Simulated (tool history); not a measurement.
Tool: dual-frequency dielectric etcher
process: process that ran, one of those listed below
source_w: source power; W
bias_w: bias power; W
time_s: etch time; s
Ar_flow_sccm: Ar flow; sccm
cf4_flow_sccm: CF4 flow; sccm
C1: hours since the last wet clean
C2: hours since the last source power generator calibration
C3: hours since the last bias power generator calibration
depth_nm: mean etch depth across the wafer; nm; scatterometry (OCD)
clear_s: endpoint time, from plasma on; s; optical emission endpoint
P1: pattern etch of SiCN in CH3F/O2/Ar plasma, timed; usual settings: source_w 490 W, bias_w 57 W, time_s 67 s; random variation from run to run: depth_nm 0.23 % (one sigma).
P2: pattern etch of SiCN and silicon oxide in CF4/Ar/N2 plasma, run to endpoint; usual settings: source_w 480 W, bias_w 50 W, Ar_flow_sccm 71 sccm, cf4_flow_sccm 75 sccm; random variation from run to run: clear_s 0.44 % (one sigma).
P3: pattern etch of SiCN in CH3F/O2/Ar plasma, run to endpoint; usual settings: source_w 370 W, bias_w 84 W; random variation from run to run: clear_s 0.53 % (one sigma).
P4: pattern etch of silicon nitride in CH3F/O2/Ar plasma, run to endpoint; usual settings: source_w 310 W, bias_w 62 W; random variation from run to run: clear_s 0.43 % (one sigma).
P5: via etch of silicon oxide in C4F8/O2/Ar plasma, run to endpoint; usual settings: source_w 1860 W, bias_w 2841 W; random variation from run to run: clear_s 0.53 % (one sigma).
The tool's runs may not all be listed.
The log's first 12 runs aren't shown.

Run 13, hour 140.7: process P4, source_w 310 W, bias_w 62 W; C1 322.8; C2 386.1; C3 1520.9. Result: clear_s 67.423 s.
Run 14, hour 148.6: process P1, source_w 490 W, bias_w 57 W, time_s 67 s; C1 330.7; C2 394; C3 1528.8. Result: depth_nm 25.816 nm.
Run 15, hour 159.7: process P1, source_w 490 W, bias_w 57 W, time_s 67 s; C1 341.8; C2 405.1; C3 1539.9. Result: depth_nm 25.774 nm.
Run 16, hour 171.2: process P5, source_w 1860 W, bias_w 2841 W; C1 353.3; C2 416.6; C3 1551.4. Result: clear_s 267.71 s.
Run 17, hour 184.1: process P5, source_w 1860 W, bias_w 4010 W; C1 366.2; C2 429.5; C3 1564.3. Result: clear_s 238.17 s.
Run 18, hour 197.9: process P1, source_w 490 W, bias_w 80 W, time_s 67 s; C1 380; C2 443.3; C3 1578.1. Result: depth_nm 28.871 nm.
Run 19, hour 209.6: process P2, source_w 620 W, bias_w 50 W, Ar_flow_sccm 71 sccm, cf4_flow_sccm 75 sccm; C1 391.7; C2 455; C3 1589.8. Result: clear_s 14.392 s.
Run 20, hour 224: process P3, source_w 370 W, bias_w 84 W; C1 406.1; C2 469.4; C3 1604.2. Result: clear_s 35.067 s.

Forecast run 21:
Run 21, hour 233.2: process P1, source_w 490 W, bias_w 57 W, time_s 97.5 s; C1 415.3; C2 478.6; C3 1613.4. Result: depth_nm ?.

depth_nm: 37.561 nm

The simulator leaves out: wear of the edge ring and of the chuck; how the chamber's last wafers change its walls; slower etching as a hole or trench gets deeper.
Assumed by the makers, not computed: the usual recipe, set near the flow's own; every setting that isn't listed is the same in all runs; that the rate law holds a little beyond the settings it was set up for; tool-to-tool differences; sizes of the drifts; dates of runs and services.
